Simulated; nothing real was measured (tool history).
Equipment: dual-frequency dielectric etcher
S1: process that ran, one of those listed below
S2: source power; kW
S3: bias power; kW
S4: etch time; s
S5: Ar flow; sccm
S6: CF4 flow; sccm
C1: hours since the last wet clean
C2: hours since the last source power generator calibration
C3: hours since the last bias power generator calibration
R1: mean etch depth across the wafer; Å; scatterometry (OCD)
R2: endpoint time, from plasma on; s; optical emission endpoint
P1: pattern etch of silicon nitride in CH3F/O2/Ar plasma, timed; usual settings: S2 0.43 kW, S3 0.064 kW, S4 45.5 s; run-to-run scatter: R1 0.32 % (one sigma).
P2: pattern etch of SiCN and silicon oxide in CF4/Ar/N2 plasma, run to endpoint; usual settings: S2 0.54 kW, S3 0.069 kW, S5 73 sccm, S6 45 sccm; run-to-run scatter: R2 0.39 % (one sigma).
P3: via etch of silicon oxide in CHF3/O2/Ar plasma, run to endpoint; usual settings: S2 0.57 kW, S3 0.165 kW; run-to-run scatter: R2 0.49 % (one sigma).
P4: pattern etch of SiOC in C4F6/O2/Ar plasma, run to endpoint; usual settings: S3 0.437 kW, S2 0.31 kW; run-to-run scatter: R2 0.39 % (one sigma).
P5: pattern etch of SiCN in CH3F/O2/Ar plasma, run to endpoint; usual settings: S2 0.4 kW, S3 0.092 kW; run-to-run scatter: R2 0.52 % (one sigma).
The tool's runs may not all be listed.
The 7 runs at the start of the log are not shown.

run,day,S1,S2,S3,S4,S5,S6,C1,C2,C3,R1,R2
8,2.133,P3,0.57,0.165,,,,362.9,2636.2,1330.9,,360.75
9,2.338,P3,0.78,0.165,,,,367.8,2641.1,1335.8,,321.21
10,2.642,P1,0.27,0.064,45.5,,,375.1,2648.4,1343.1,271.23,
11,2.867,P4,0.18,0.437,,,,380.5,2653.8,1348.5,,13.754
12,3.175,P4,0.31,0.321,,,,387.9,2661.2,1355.9,,12.531
13,3.396,P2,0.54,0.069,,58,45,393.2,2666.5,1361.2,,16.43
14,3.654,P2,0.74,0.069,,73,45,399.4,2672.7,1367.4,,12.9
15,4.017,P4,0.31,0.437,,,,408.1,2681.4,1376.1,,11.257
16,4.3,P1,0.43,0.084,45.5,,,414.9,2688.2,1382.9,354.01,
# day 4.483: wet clean of the chamber
17,4.512,P1,0.43,0.064,35.5,,,0.7,2693.3,1388,251.58,
18,4.883,P2,0.54,0.069,,73,45,9.6,2702.2,1396.9,,16.894
19,5.271,P4,0.31,0.437,,,,18.9,2711.5,1406.2,,11.268
20,5.562,P1,0.43,0.045,45.5,,,25.9,2718.5,1413.2,290.26,
21,5.888,P5,0.4,0.092,,,,33.7,2726.3,1421,,22.882
22,6.162,P1,0.43,0.064,45.5,,,40.3,2732.9,1427.6,321.42,
23,6.379,P5,0.4,0.129,,,,45.5,2738.1,1432.8,,19.775
24,6.717,P1,0.43,0.064,45.5,,,53.6,2746.2,1440.9,322.6,
25,6.954,P1,0.43,0.064,59.5,,,59.3,2751.9,1446.6,422.45,
26,7.333,P1,0.43,0.064,45.5,,,68.4,2761,1455.7,323.24,

Estimate the outcome of run 27 from the log above:
27,7.55,P2,0.54,0.069,,73,61,73.6,2766.2,1460.9,,?

{"run 27": {"R2": 16.336}}

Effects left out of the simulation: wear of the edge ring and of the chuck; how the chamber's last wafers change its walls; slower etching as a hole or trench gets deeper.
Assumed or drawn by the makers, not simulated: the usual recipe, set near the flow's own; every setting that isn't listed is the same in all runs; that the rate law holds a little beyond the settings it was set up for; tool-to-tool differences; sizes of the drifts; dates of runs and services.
